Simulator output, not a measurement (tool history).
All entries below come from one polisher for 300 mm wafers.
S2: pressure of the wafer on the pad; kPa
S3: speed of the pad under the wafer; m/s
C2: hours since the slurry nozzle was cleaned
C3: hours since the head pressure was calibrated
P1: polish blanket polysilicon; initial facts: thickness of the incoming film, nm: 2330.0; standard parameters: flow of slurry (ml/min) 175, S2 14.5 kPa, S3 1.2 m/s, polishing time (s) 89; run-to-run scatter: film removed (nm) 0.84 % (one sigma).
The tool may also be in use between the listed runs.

{"run": 1, "hour": 7.4, "flow of slurry (ml/min)": 175, "S2": 14.5, "S3": 1.2, "polishing time (s)": 89, "wafers polished on this pad": 356, "C2": 164.2, "C3": 85.2, "film removed (nm)": 562.15}
{"run": 2, "hour": 15.0, "flow of slurry (ml/min)": 175, "S2": 14.5, "S3": 1.2, "polishing time (s)": 89, "wafers polished on this pad": 407, "C2": 171.8, "C3": 92.8, "film removed (nm)": 568.23}
{"run": 3, "hour": 23.4, "flow of slurry (ml/min)": 260, "S2": 14.5, "S3": 1.2, "polishing time (s)": 89, "wafers polished on this pad": 464, "C2": 180.2, "C3": 101.2, "film removed (nm)": 595.29}
{"run": 4, "hour": 30.6, "flow of slurry (ml/min)": 175, "S2": 14.5, "S3": 0.56, "polishing time (s)": 89, "wafers polished on this pad": 512, "C2": 187.4, "C3": 108.4, "film removed (nm)": 270.14}
{"run": 5, "hour": 44.1, "flow of slurry (ml/min)": 175, "S2": 14.5, "S3": 1.2, "polishing time (s)": 47, "wafers polished on this pad": 603, "C2": 200.9, "C3": 121.9, "film removed (nm)": 301.75}
{"run": 6, "hour": 57.3, "flow of slurry (ml/min)": 175, "S2": 14.5, "S3": 0.86, "polishing time (s)": 45, "wafers polished on this pad": 692, "C2": 214.1, "C3": 135.1, "film removed (nm)": 211.59}
{"run": 7, "hour": 67.5, "flow of slurry (ml/min)": 175, "S2": 14.5, "S3": 1.2, "polishing time (s)": 89, "wafers polished on this pad": 761, "C2": 224.3, "C3": 145.3, "film removed (nm)": 573.08}
{"run": 8, "hour": 75.8, "flow of slurry (ml/min)": 265, "S2": 14.5, "S3": 1.2, "polishing time (s)": 47, "wafers polished on this pad": 817, "C2": 232.6, "C3": 153.6, "film removed (nm)": 314.6}
{"run": 9, "hour": 83.9, "flow of slurry (ml/min)": 175, "S2": 14.5, "S3": 1.2, "polishing time (s)": 89, "wafers polished on this pad": 872, "C2": 240.7, "C3": 161.7, "film removed (nm)": 573.38}
{"run": 10, "hour": 92.0, "flow of slurry (ml/min)": 175, "S2": 14.5, "S3": 1.2, "polishing time (s)": 89, "wafers polished on this pad": 926, "C2": 248.8, "C3": 169.8, "film removed (nm)": 571.36}
{"run": 11, "hour": 98.7, "flow of slurry (ml/min)": 175, "S2": 22.1, "S3": 1.2, "polishing time (s)": 89, "wafers polished on this pad": 972, "C2": 255.5, "C3": 176.5, "film removed (nm)": 864.51}
{"run": 12, "hour": 110.3, "flow of slurry (ml/min)": 175, "S2": 6.9, "S3": 1.2, "polishing time (s)": 89, "wafers polished on this pad": 1050, "C2": 267.1, "C3": 188.1, "film removed (nm)": 271.36}
{"run": 13, "hour": 121.4, "flow of slurry (ml/min)": 175, "S2": 14.5, "S3": 1.2, "polishing time (s)": 117, "wafers polished on this pad": 1125, "C2": 278.2, "C3": 199.2, "film removed (nm)": 747.76}
{"run": 14, "hour": 128.5, "flow of slurry (ml/min)": 105, "S2": 14.5, "S3": 1.2, "polishing time (s)": 89, "wafers polished on this pad": 1173, "C2": 285.3, "C3": 206.3, "film removed (nm)": 521.85}
{"run": 15, "hour": 141.0, "flow of slurry (ml/min)": 175, "S2": 14.5, "S3": 1.2, "polishing time (s)": 89, "wafers polished on this pad": 1257, "C2": 297.8, "C3": 218.8, "film removed (nm)": 577.19}
{"hour": 151.9, "done": "slurry nozzle cleaned"}
{"run": 16, "hour": 153.1, "flow of slurry (ml/min)": 175, "S2": 14.5, "S3": 1.2, "polishing time (s)": 89, "wafers polished on this pad": 1338, "C2": 1.3, "C3": 230.9, "film removed (nm)": 576.25}
{"run": 17, "hour": 160.9, "flow of slurry (ml/min)": 175, "S2": 14.5, "S3": 0.54, "polishing time (s)": 109, "wafers polished on this pad": 1391, "C2": 9.1, "C3": 238.7, "film removed (nm)": 312.82}
{"run": 18, "hour": 169.3, "flow of slurry (ml/min)": 175, "S2": 14.5, "S3": 1.52, "polishing time (s)": 89, "wafers polished on this pad": 1448, "C2": 17.5, "C3": 247.1, "film removed (nm)": 720.62}
{"run": 19, "hour": 175.9, "flow of slurry (ml/min)": 175, "S2": 14.5, "S3": 1.2, "polishing time (s)": 89, "wafers polished on this pad": 1492, "C2": 24.1, "C3": 253.7, "film removed (nm)": 576.28}
{"run": 20, "hour": 184.2, "flow of slurry (ml/min)": 175, "S2": 14.5, "S3": 1.2, "polishing time (s)": 89, "wafers polished on this pad": 1548, "C2": 32.4, "C3": 262, "film removed (nm)": 554.05}
{"run": 21, "hour": 192.9, "flow of slurry (ml/min)": 175, "S2": 14.5, "S3": 1.2, "polishing time (s)": 89, "wafers polished on this pad": 1607, "C2": 41.1, "C3": 270.7, "film removed (nm)": 546.55}
{"run": 22, "hour": 202.6, "flow of slurry (ml/min)": 175, "S2": 14.5, "S3": 1.2, "polishing time (s)": 89, "wafers polished on this pad": 1672, "C2": 50.8, "C3": 280.4, "film removed (nm)": 542.35}
{"hour": 203.1, "done": "worn pad replaced by a new one"}
{"run": 23, "hour": 212.8, "flow of slurry (ml/min)": 175, "S2": 14.5, "S3": 1.2, "polishing time (s)": 89, "wafers polished on this pad": 65, "C2": 61, "C3": 290.6, "film removed (nm)": 537.89}

What does the tool deliver on the next run?
{"run": 24, "hour": 221.3, "flow of slurry (ml/min)": 175, "S2": 14.5, "S3": 1.2, "polishing time (s)": 89, "wafers polished on this pad": 122, "C2": 69.5, "C3": 299.1, "film removed (nm)": "?"}

For run 24 the tool returned film removed (nm) 533.09.

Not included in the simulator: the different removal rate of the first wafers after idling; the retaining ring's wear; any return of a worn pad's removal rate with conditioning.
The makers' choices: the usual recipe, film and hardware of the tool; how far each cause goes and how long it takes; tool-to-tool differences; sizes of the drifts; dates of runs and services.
